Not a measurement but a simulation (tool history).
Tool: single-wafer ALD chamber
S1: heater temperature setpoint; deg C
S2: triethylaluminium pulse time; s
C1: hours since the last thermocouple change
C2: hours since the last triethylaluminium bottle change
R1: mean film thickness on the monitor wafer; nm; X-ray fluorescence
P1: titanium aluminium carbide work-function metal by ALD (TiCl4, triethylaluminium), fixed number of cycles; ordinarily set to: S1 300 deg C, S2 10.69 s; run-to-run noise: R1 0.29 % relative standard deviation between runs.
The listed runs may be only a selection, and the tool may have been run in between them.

Run 1, hour 8: S1 300 deg C, S2 10.69 s; C1 504.7; C2 150.5. Result: R1 1.9751 nm.
Run 2, hour 14.6: S1 300 deg C, S2 10.69 s; C1 511.3; C2 157.1. Result: R1 1.9627 nm.
Run 3, hour 19.8: S1 321 deg C, S2 10.69 s; C1 516.5; C2 162.3. Result: R1 2.1367 nm.
Run 4, hour 30: S1 300 deg C, S2 4.34 s; C1 526.7; C2 172.5. Result: R1 1.5656 nm.
Run 5, hour 38.2: S1 280 deg C, S2 10.69 s; C1 534.9; C2 180.7. Result: R1 1.7945 nm.
Run 6, hour 49.3: S1 300 deg C, S2 14.39 s; C1 546; C2 191.8. Result: R1 2.0038 nm.
Run 7, hour 54.8: S1 300 deg C, S2 10.69 s; C1 551.5; C2 197.3. Result: R1 1.9541 nm.
Run 8, hour 60.8: S1 290 deg C, S2 15.15 s; C1 557.5; C2 203.3. Result: R1 1.9155 nm.
Run 9, hour 66.4: S1 300 deg C, S2 10.69 s; C1 563.1; C2 208.9. Result: R1 1.9633 nm.
Run 10, hour 72.2: S1 300 deg C, S2 10.69 s; C1 568.9; C2 214.7. Result: R1 1.9743 nm.
Run 11, hour 77.8: S1 300 deg C, S2 10.69 s; C1 574.5; C2 220.3. Result: R1 1.9579 nm.
Run 12, hour 84.3: S1 300 deg C, S2 10.69 s; C1 581; C2 226.8. Result: R1 1.9432 nm.
Run 13, hour 93.7: S1 300 deg C, S2 10.69 s; C1 590.4; C2 236.2. Result: R1 1.9383 nm.
Run 14, hour 101: S1 300 deg C, S2 10.69 s; C1 597.7; C2 243.5. Result: R1 1.9406 nm.
Run 15, hour 111.4: S1 300 deg C, S2 10.69 s; C1 608.1; C2 253.9. Result: R1 1.9351 nm.
Run 16, hour 121.8: S1 300 deg C, S2 10.69 s; C1 618.5; C2 264.3. Result: R1 1.922 nm.

What will run 17 give?
Run 17, hour 128.5: S1 300 deg C, S2 10.69 s; C1 625.2; C2 271. Result: R1 ?.

R1: 1.9195 nm
